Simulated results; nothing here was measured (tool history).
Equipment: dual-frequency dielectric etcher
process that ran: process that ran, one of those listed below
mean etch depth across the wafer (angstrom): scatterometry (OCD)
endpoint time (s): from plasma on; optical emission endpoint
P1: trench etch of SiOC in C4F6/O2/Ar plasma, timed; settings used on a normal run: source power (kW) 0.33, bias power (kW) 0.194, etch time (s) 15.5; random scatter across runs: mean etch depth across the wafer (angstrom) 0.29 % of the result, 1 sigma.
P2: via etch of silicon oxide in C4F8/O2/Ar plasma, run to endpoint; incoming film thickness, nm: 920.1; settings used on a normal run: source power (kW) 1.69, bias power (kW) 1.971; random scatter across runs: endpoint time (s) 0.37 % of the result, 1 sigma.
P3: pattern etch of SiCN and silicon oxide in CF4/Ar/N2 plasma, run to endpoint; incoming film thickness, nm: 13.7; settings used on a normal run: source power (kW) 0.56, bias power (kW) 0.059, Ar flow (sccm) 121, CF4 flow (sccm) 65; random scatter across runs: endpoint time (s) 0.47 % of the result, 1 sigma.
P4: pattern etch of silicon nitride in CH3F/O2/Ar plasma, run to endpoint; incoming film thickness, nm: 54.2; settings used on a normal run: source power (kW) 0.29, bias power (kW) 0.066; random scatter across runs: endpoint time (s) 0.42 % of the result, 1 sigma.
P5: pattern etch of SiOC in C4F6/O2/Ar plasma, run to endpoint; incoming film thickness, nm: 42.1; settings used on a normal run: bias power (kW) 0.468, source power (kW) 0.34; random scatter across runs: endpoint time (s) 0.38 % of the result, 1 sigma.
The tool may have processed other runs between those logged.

run	hour	process that ran	source power (kW)	bias power (kW)	etch time (s)	Ar flow (sccm)	CF4 flow (sccm)	hours since the last wet clean	hours since the last source power generator calibration	hours since the last bias power generator calibration	mean etch depth across the wafer (angstrom)	endpoint time (s)
1	6.7	P1	0.33	0.194	15.5			283	771.4	1006.2	305.99	
2	17	P1	0.46	0.194	15.5			293.3	781.7	1016.5	345.95	
3	25.4	P5	0.34	0.468				301.7	790.1	1024.9		15.6
4	34.9	P3	0.56	0.059		121	65	311.2	799.6	1034.4		14.7
5	45.2	P2	1.69	1.971				321.5	809.9	1044.7		199.69
6	55	P1	0.33	0.194	15.5			331.3	819.7	1054.5	306.89	
7	60.1	P1	0.33	0.194	9.5			336.4	824.8	1059.6	186.84	
8	65.9	P1	0.27	0.194	15.5			342.2	830.6	1065.4	284.03	
9	72.5	P3	0.56	0.078		121	65	348.8	837.2	1072		13.316
10	78.7	P3	0.56	0.059		121	65	355	843.4	1078.2		14.739
11	88	P3	0.69	0.059		121	65	364.3	852.7	1087.5		12.138
12	96.6	P4	0.29	0.066				372.9	861.3	1096.1		91.865
13	104.3	P1	0.25	0.194	12			380.6	869	1103.8	211.49	
14	112.9	P2	1.69	1.971				389.2	877.6	1112.4		198.08
15	122.5	P4	0.29	0.087				398.8	887.2	1122		83.764
16	128.1	P5	0.24	0.468				404.4	892.8	1127.6		17.769
17	134.5	P2	1.69	2.625				410.8	899.2	1134		182.48
18	141.9	P2	2.38	1.971				418.2	906.6	1141.4		173.47
19	152.5	P1	0.43	0.194	19.5			428.8	917.2	1152	423.15	
20	158.7	P4	0.29	0.066				435	923.4	1158.2		92.293
21	167	P4	0.37	0.066				443.3	931.7	1166.5		83.873
22	177.5	P1	0.33	0.272	15.5			453.8	942.2	1177	340.65	
23	188.1	P1	0.33	0.124	15.5			464.4	952.8	1187.6	263.95	
24	193.3	P1	0.33	0.194	15.5			469.6	958	1192.8	307	
25	198.4	P1	0.33	0.194	15.5			474.7	963.1	1197.9	304.86	
26	204.2	P1	0.33	0.194	15.5			480.5	968.9	1203.7	305.76	
27	212.3	P3	0.56	0.059		121	48	488.6	977	1211.8		15.54
28	219	P3	0.56	0.059		77	65	495.3	983.7	1218.5		13.659
29	228.9	P1	0.33	0.194	20.5			505.2	993.6	1228.4	402.65	

What does the tool deliver on the next run?
30	236.7	P5	0.34	0.595				513	1001.4	1236.2		?

For run 30 the tool returned endpoint time (s) 14.23.
